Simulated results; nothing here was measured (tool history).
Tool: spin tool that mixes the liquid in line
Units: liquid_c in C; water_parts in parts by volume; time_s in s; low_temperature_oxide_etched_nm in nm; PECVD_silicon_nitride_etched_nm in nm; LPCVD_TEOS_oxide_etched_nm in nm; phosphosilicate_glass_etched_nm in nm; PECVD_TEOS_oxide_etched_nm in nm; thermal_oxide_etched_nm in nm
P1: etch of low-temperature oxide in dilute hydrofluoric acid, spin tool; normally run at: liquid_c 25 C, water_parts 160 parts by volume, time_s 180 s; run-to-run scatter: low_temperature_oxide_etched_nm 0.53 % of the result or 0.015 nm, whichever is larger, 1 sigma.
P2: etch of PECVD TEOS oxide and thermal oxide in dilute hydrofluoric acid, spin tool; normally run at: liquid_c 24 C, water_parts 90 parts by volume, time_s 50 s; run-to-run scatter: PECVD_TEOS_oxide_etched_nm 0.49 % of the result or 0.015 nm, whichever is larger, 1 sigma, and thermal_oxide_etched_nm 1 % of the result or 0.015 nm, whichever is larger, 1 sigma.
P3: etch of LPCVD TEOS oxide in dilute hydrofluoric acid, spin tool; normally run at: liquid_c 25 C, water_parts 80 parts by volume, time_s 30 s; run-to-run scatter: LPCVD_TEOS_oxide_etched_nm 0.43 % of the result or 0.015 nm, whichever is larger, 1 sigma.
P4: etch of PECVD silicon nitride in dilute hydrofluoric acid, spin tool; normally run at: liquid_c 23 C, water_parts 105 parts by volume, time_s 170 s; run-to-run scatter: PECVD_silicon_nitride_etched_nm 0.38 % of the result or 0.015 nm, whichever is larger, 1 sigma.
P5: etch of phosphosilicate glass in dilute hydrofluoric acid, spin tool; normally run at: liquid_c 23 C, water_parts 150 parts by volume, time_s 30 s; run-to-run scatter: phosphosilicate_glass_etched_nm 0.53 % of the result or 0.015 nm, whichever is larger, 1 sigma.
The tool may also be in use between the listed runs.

| run | hour | process | liquid_c | water_parts | time_s | hours since the thermometer was replaced | hours since the hydrofluoric acid flow meter was replaced | low_temperature_oxide_etched_nm | PECVD_silicon_nitride_etched_nm | LPCVD_TEOS_oxide_etched_nm | phosphosilicate_glass_etched_nm | PECVD_TEOS_oxide_etched_nm | thermal_oxide_etched_nm |
|---|---|---|---|---|---|---|---|---|---|---|---|---|---|
| 1 | 7.3 | P1 | 25 | 160 | 180 | 350.7 | 340.2 | 17.375 |  |  |  |  |  |
| 2 | 17.6 | P4 | 23 | 155 | 170 | 361 | 350.5 |  | 3.7384 |  |  |  |  |
| 3 | 27.9 | P1 | 31 | 280 | 180 | 371.3 | 360.8 | 10.478 |  |  |  |  |  |
| 4 | 37.5 | P3 | 25 | 80 | 15 | 380.9 | 370.4 |  |  | 11.199 |  |  |  |
| 5 | 44.9 | P1 | 25 | 160 | 180 | 388.3 | 377.8 | 17.377 |  |  |  |  |  |
| 6 | 52.5 | P4 | 17 | 105 | 170 | 395.9 | 385.4 |  | 3.6334 |  |  |  |  |
| 7 | 58.3 | P1 | 25 | 230 | 60 | 401.7 | 391.2 | 3.7179 |  |  |  |  |  |
| 8 | 68.8 | P3 | 25 | 80 | 30 | 412.2 | 401.7 |  |  | 22.148 |  |  |  |
| 9 | 76.2 | P3 | 25 | 40 | 30 | 419.6 | 409.1 |  |  | 46.498 |  |  |  |
| 10 | 81.4 | P4 | 23 | 105 | 170 | 424.8 | 414.3 |  | 5.4613 |  |  |  |  |
| 11 | 88.6 | P1 | 17 | 160 | 180 | 432 | 421.5 | 12.663 |  |  |  |  |  |
| 12 | 97.6 | P5 | 23 | 255 | 30 | 441 | 430.5 |  |  |  | 16.796 |  |  |
| 13 | 102.5 | P1 | 25 | 160 | 180 | 445.9 | 435.4 | 17.344 |  |  |  |  |  |
| 14 | 109.4 | P2 | 32 | 90 | 50 | 452.8 | 442.3 |  |  |  |  | 9.5638 | 3.6609 |
| 15 | 119.7 | P1 | 25 | 160 | 15 | 463.1 | 452.6 | 1.4433 |  |  |  |  |  |
| 16 | 127.6 | P1 | 31.5 | 280 | 180 | 471 | 460.5 | 10.865 |  |  |  |  |  |
| 17 | 137.8 | P5 | 23 | 150 | 15 | 481.2 | 470.7 |  |  |  | 15.987 |  |  |
| 18 | 143.9 | P2 | 24 | 90 | 50 | 487.3 | 476.8 |  |  |  |  | 6.9958 | 2.6995 |
| 19 | 153.9 | P2 | 24 | 160 | 50 | 497.3 | 486.8 |  |  |  |  | 3.6005 | 1.3795 |
| 20 | 160.9 | P1 | 25 | 255 | 180 | 504.3 | 493.8 | 9.6553 |  |  |  |  |  |
| 21 | 168 | P1 | 25 | 35 | 180 | 511.4 | 500.9 | 93.939 |  |  |  |  |  |
| 22 | 178.2 | P5 | 17 | 150 | 30 | 521.6 | 511.1 |  |  |  | 25.205 |  |  |
| 23 | 186.2 | P3 | 25 | 80 | 30 | 529.6 | 519.1 |  |  | 22.309 |  |  |  |
| 24 | 193.9 | P4 | 23 | 105 | 45 | 537.3 | 526.8 |  | 1.4406 |  |  |  |  |
| 25 | 202.5 | P2 | 24 | 90 | 15 | 545.9 | 535.4 |  |  |  |  | 2.1017 | 0.81099 |
| 26 | 208.3 | P3 | 32 | 80 | 30 | 551.7 | 541.2 |  |  | 29.051 |  |  |  |
| 27 | 215 | P1 | 32 | 160 | 180 | 558.4 | 547.9 | 22.356 |  |  |  |  |  |
| 28 | 221.2 | P2 | 24 | 90 | 50 | 564.6 | 554.1 |  |  |  |  | 6.9828 | 2.7347 |
| 29 | 229.4 | P1 | 25 | 160 | 180 | 572.8 | 562.3 | 17.352 |  |  |  |  |  |
| 30 | 236.1 | P1 | 25 | 160 | 180 | 579.5 | 569 | 17.122 |  |  |  |  |  |
| 31 | 245.2 | P1 | 25 | 160 | 360 | 588.6 | 578.1 | 34.64 |  |  |  |  |  |
| 32 | 253 | P5 | 23 | 150 | 30 | 596.4 | 585.9 |  |  |  | 31.797 |  |  |
| 33 | 260.1 | P1 | 25 | 160 | 180 | 603.5 | 593 | 17.122 |  |  |  |  |  |
| 34 | 269.2 | P1 | 25 | 160 | 180 | 612.6 | 602.1 | 17.917 |  |  |  |  |  |
| 35 | 276.5 | P1 | 25 | 160 | 180 | 619.9 | 609.4 | 18.228 |  |  |  |  |  |
| 36 | 285.8 | P1 | 25 | 160 | 180 | 629.2 | 618.7 | 18.431 |  |  |  |  |  |
| 37 | 293.5 | P1 | 25 | 160 | 180 | 636.9 | 626.4 | 18.514 |  |  |  |  |  |
| 38 | 299.9 | P1 | 25 | 160 | 180 | 643.3 | 632.8 | 18.574 |  |  |  |  |  |
| 39 | 310.3 | P1 | 25 | 160 | 180 | 653.7 | 643.2 | 18.602 |  |  |  |  |  |
| 40 | 319.7 | P1 | 25 | 160 | 180 | 663.1 | 652.6 | 18.71 |  |  |  |  |  |
| 41 | 327 | P1 | 25 | 160 | 180 | 670.4 | 659.9 | 18.635 |  |  |  |  |  |
| 42 | 333.6 | P1 | 25 | 160 | 180 | 677 | 666.5 | 18.7 |  |  |  |  |  |
| 43 | 338.8 | P1 | 25 | 160 | 180 | 682.2 | 671.7 | 18.539 |  |  |  |  |  |

What P1 gives has crept away from where it was. These 2 causes fit the log equally well, each at the size given:
A: liquid hotter than its thermometer reads (K) = 2.13
B: hydrofluoric acid flow above the setpoint (%) = 6.92
The creep began at about hour 260.1.

4 check runs are offered, one wafer each, their results left as question marks. Which one tells the causes apart?
| check 1 | 344 | P3 | 31.5 | 50 | 30 |  |  |  |  | ? |  |  |  |
| check 2 | 344 | P2 | 24 | 135 | 50 |  |  |  |  |  |  | ? | ? |
| check 3 | 344 | P4 | 19 | 105 | 170 |  |  |  | ? |  |  |  |  |
| check 4 | 344 | P5 | 17 | 150 | 30 |  |  |  |  |  | ? |  |  |

What each check would give under each cause:
| check | result | if A | if B |
|---|---|---|---|
| check 1 | LPCVD_TEOS_oxide_etched_nm | 51.845 | 51.344 |
| check 2 | PECVD_TEOS_oxide_etched_nm | 4.8033 | 4.7829 |
| check 2 | thermal_oxide_etched_nm | 1.8589 | 1.851 |
| check 3 | PECVD_silicon_nitride_etched_nm | 4.8132 | 4.4455 |
| check 4 | phosphosilicate_glass_etched_nm | 27.307 | 27.035 |
How far apart the two closest causes lie, in the result that separates them most: check 1 0.97 %; check 2 0.42 %; check 3 7.95 %; check 4 1 %
Only check 3 tells the causes apart: in the others they would give nearly the same result.

Then check 3 was run and gave: PECVD_silicon_nitride_etched_nm 4.8293 nm. Which cause is it?

It is A: liquid hotter than its thermometer reads (K).
